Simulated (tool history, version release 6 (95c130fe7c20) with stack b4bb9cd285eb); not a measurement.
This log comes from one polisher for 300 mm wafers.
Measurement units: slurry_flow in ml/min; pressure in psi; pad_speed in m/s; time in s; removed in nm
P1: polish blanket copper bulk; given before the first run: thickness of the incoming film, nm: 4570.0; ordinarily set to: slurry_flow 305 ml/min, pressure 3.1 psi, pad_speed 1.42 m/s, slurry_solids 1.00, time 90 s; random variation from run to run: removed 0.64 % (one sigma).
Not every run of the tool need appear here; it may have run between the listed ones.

Run 1, hour 13.9: slurry_flow 305 ml/min, pressure 3.1 psi, pad_speed 1.42 m/s, slurry_solids 1.00, time 90 s. Result: removed 1134.40 nm.
Run 2, hour 22.3: slurry_flow 465 ml/min, pressure 3.1 psi, pad_speed 1.42 m/s, slurry_solids 1.00, time 90 s. Result: removed 1157.80 nm.
Run 3, hour 38.2: slurry_flow 305 ml/min, pressure 3.1 psi, pad_speed 1.42 m/s, slurry_solids 1.00, time 128 s. Result: removed 1613.60 nm.
Run 4, hour 54.7: slurry_flow 305 ml/min, pressure 3.1 psi, pad_speed 0.76 m/s, slurry_solids 1.00, time 55 s. Result: removed 367.99 nm.
Run 5, hour 68.3: slurry_flow 305 ml/min, pressure 3.1 psi, pad_speed 1.42 m/s, slurry_solids 1.00, time 90 s. Result: removed 1134.90 nm.
Run 6, hour 81.3: slurry_flow 305 ml/min, pressure 3.1 psi, pad_speed 0.86 m/s, slurry_solids 1.00, time 90 s. Result: removed 681.63 nm.
Run 7, hour 95.8: slurry_flow 305 ml/min, pressure 4.7 psi, pad_speed 1.42 m/s, slurry_solids 1.00, time 90 s. Result: removed 1716.70 nm.
Run 8, hour 110.7: slurry_flow 305 ml/min, pressure 3.1 psi, pad_speed 1.42 m/s, slurry_solids 1.25, time 90 s. Result: removed 1173.20 nm.
Run 9, hour 118.0: slurry_flow 305 ml/min, pressure 3.1 psi, pad_speed 1.42 m/s, slurry_solids 1.00, time 90 s. Result: removed 1139.20 nm.
Run 10, hour 127.6: slurry_flow 305 ml/min, pressure 3.1 psi, pad_speed 1.42 m/s, slurry_solids 1.00, time 90 s. Result: removed 1125.10 nm.
Run 11, hour 142.6: slurry_flow 305 ml/min, pressure 1.4 psi, pad_speed 1.42 m/s, slurry_solids 1.00, time 90 s. Result: removed 508.59 nm.
Run 12, hour 153.3: slurry_flow 305 ml/min, pressure 3.1 psi, pad_speed 2.20 m/s, slurry_solids 1.00, time 90 s. Result: removed 1756.40 nm.
Run 13, hour 167.5: slurry_flow 305 ml/min, pressure 3.1 psi, pad_speed 1.42 m/s, slurry_solids 1.00, time 90 s. Result: removed 1112.90 nm.
Run 14, hour 183.3: slurry_flow 305 ml/min, pressure 3.1 psi, pad_speed 1.42 m/s, slurry_solids 0.60, time 90 s. Result: removed 1017.80 nm.
At hour 191.4: head pressure recalibrated.
Run 15, hour 196.2: slurry_flow 195 ml/min, pressure 3.1 psi, pad_speed 1.96 m/s, slurry_solids 1.00, time 90 s. Result: removed 1475.00 nm.
Run 16, hour 203.7: slurry_flow 185 ml/min, pressure 3.1 psi, pad_speed 1.42 m/s, slurry_solids 1.00, time 90 s. Result: removed 1071.10 nm.
Run 17, hour 215.3: slurry_flow 305 ml/min, pressure 3.1 psi, pad_speed 1.42 m/s, slurry_solids 1.00, time 40 s. Result: removed 498.71 nm.

Run 18 has not been measured yet. What should we expect?
Run 18, hour 223.2: slurry_flow 305 ml/min, pressure 3.1 psi, pad_speed 1.42 m/s, slurry_solids 1.00, time 90 s. Result: removed ?.

removed: 1136.20 nm

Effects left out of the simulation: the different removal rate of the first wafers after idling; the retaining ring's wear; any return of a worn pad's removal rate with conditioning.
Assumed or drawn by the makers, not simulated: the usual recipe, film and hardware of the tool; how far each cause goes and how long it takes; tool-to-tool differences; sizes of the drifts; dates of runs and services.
